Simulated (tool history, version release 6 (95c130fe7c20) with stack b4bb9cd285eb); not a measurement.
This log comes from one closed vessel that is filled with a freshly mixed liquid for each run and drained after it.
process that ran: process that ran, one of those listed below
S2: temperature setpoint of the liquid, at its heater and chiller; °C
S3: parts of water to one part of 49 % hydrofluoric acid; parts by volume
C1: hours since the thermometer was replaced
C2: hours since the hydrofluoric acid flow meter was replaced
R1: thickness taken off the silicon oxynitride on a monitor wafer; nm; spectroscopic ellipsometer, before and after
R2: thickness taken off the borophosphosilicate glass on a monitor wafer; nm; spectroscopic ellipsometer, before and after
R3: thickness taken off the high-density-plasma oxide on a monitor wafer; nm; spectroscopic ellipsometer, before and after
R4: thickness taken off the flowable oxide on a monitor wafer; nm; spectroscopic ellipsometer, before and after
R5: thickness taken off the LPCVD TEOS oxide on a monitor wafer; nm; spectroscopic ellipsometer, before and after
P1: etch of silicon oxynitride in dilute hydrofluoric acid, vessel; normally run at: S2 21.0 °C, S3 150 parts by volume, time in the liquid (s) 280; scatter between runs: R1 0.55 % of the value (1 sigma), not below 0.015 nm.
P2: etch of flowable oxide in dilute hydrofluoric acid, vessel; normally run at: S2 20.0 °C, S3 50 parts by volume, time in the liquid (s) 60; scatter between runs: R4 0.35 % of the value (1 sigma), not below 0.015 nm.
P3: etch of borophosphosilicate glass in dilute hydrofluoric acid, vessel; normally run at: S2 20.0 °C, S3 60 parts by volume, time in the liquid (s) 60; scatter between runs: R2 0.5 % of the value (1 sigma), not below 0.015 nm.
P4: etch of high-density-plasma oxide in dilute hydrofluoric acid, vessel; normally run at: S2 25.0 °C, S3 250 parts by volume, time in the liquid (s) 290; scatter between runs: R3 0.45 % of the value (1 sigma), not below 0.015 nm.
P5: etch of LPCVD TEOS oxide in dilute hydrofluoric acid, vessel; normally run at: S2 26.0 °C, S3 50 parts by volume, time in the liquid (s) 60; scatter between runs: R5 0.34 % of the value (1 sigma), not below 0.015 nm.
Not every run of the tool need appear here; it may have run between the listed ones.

Run 1, day 0.738: process that ran P1, S2 21.0 °C, S3 150 parts by volume, time in the liquid (s) 280; C1 593.7; C2 702.3. Result: R1 5.23040 nm.
Run 2, day 1.267: process that ran P3, S2 20.0 °C, S3 60 parts by volume, time in the liquid (s) 60; C1 606.4; C2 715.0. Result: R2 35.723 nm.
Run 3, day 1.858: process that ran P1, S2 21.0 °C, S3 150 parts by volume, time in the liquid (s) 30; C1 620.6; C2 729.2. Result: R1 0.56108 nm.
Run 4, day 2.433: process that ran P4, S2 25.0 °C, S3 250 parts by volume, time in the liquid (s) 290; C1 634.4; C2 743.0. Result: R3 5.5213 nm.
Run 5, day 3.188: process that ran P2, S2 20.0 °C, S3 50 parts by volume, time in the liquid (s) 60; C1 652.5; C2 761.1. Result: R4 49.695 nm.
Run 6, day 3.758: process that ran P1, S2 21.0 °C, S3 150 parts by volume, time in the liquid (s) 280; C1 666.2; C2 774.8. Result: R1 5.18050 nm.
Run 7, day 4.517: process that ran P4, S2 25.0 °C, S3 355 parts by volume, time in the liquid (s) 290; C1 684.4; C2 793.0. Result: R3 3.4880 nm.
Run 8, day 5.275: process that ran P1, S2 28.0 °C, S3 150 parts by volume, time in the liquid (s) 280; C1 702.6; C2 811.2. Result: R1 7.15220 nm.
Run 9, day 5.804: process that ran P1, S2 28.5 °C, S3 210 parts by volume, time in the liquid (s) 280; C1 715.3; C2 823.9. Result: R1 4.92870 nm.
Run 10, day 6.596: process that ran P2, S2 20.0 °C, S3 50 parts by volume, time in the liquid (s) 30; C1 734.3; C2 842.9. Result: R4 24.961 nm.
Run 11, day 7.283: process that ran P1, S2 17.0 °C, S3 150 parts by volume, time in the liquid (s) 280; C1 750.8; C2 859.4. Result: R1 4.32890 nm.
Run 12, day 7.667: process that ran P1, S2 21.0 °C, S3 150 parts by volume, time in the liquid (s) 280; C1 760.0; C2 868.6. Result: R1 5.19170 nm.
Run 13, day 8.350: process that ran P1, S2 21.0 °C, S3 150 parts by volume, time in the liquid (s) 520; C1 776.4; C2 885.0. Result: R1 9.81120 nm.
Run 14, day 8.950: process that ran P5, S2 19.0 °C, S3 50 parts by volume, time in the liquid (s) 60; C1 790.8; C2 899.4. Result: R5 59.014 nm.
Run 15, day 9.667: process that ran P5, S2 26.0 °C, S3 20 parts by volume, time in the liquid (s) 60; C1 808.0; C2 916.6. Result: R5 207.820 nm.
Run 16, day 10.329: process that ran P2, S2 17.0 °C, S3 50 parts by volume, time in the liquid (s) 60; C1 823.9; C2 932.5. Result: R4 43.830 nm.
Run 17, day 10.925: process that ran P4, S2 17.5 °C, S3 250 parts by volume, time in the liquid (s) 290; C1 838.2; C2 946.8. Result: R3 4.1437 nm.
At day 11.225: hydrofluoric acid flow meter replaced.
Run 18, day 11.667: process that ran P1, S2 21.0 °C, S3 150 parts by volume, time in the liquid (s) 280; C1 856.0; C2 10.6. Result: R1 5.15850 nm.
Run 19, day 12.288: process that ran P3, S2 20.0 °C, S3 60 parts by volume, time in the liquid (s) 30; C1 870.9; C2 25.5. Result: R2 17.787 nm.
Run 20, day 12.962: process that ran P1, S2 26.5 °C, S3 150 parts by volume, time in the liquid (s) 470; C1 887.1; C2 41.7. Result: R1 11.17900 nm.
Run 21, day 13.525: process that ran P4, S2 25.0 °C, S3 250 parts by volume, time in the liquid (s) 290; C1 900.6; C2 55.2. Result: R3 5.4463 nm.
Run 22, day 13.875: process that ran P3, S2 20.0 °C, S3 20 parts by volume, time in the liquid (s) 60; C1 909.0; C2 63.6. Result: R2 111.810 nm.
Run 23, day 14.454: process that ran P4, S2 25.0 °C, S3 250 parts by volume, time in the liquid (s) 65; C1 922.9; C2 77.5. Result: R3 1.2165 nm.
Run 24, day 15.008: process that ran P2, S2 20.0 °C, S3 50 parts by volume, time in the liquid (s) 60; C1 936.2; C2 90.8. Result: R4 49.856 nm.
Run 25, day 15.512: process that ran P1, S2 21.0 °C, S3 200 parts by volume, time in the liquid (s) 115; C1 948.3; C2 102.9. Result: R1 1.54660 nm.
Run 26, day 15.979: process that ran P5, S2 26.0 °C, S3 50 parts by volume, time in the liquid (s) 30; C1 959.5; C2 114.1. Result: R5 39.695 nm.
Run 27, day 16.658: process that ran P5, S2 26.0 °C, S3 50 parts by volume, time in the liquid (s) 60; C1 975.8; C2 130.4. Result: R5 78.744 nm.
Run 28, day 17.233: process that ran P3, S2 17.0 °C, S3 60 parts by volume, time in the liquid (s) 60; C1 989.6; C2 144.2. Result: R2 31.743 nm.
Run 29, day 17.808: process that ran P1, S2 21.0 °C, S3 85 parts by volume, time in the liquid (s) 280; C1 1003.4; C2 158.0. Result: R1 9.57570 nm.
Run 30, day 18.283: process that ran P1, S2 21.0 °C, S3 215 parts by volume, time in the liquid (s) 280; C1 1014.8; C2 169.4. Result: R1 3.46610 nm.
Run 31, day 18.658: process that ran P1, S2 21.0 °C, S3 150 parts by volume, time in the liquid (s) 280; C1 1023.8; C2 178.4. Result: R1 5.14500 nm.
Run 32, day 19.258: process that ran P2, S2 20.0 °C, S3 20 parts by volume, time in the liquid (s) 60; C1 1038.2; C2 192.8. Result: R4 128.150 nm.
Run 33, day 19.896: process that ran P1, S2 21.0 °C, S3 150 parts by volume, time in the liquid (s) 280; C1 1053.5; C2 208.1. Result: R1 5.20100 nm.
Run 34, day 20.312: process that ran P1, S2 21.0 °C, S3 150 parts by volume, time in the liquid (s) 280; C1 1063.5; C2 218.1. Result: R1 5.16720 nm.
Run 35, day 20.792: process that ran P1, S2 21.0 °C, S3 150 parts by volume, time in the liquid (s) 280; C1 1075.0; C2 229.6. Result: R1 5.03340 nm.

Run 36 has not been measured yet. What should we expect?
Run 36, day 21.321: process that ran P1, S2 21.0 °C, S3 150 parts by volume, time in the liquid (s) 280; C1 1087.7; C2 242.3. Result: R1 ?.

R1: 4.95870 nm
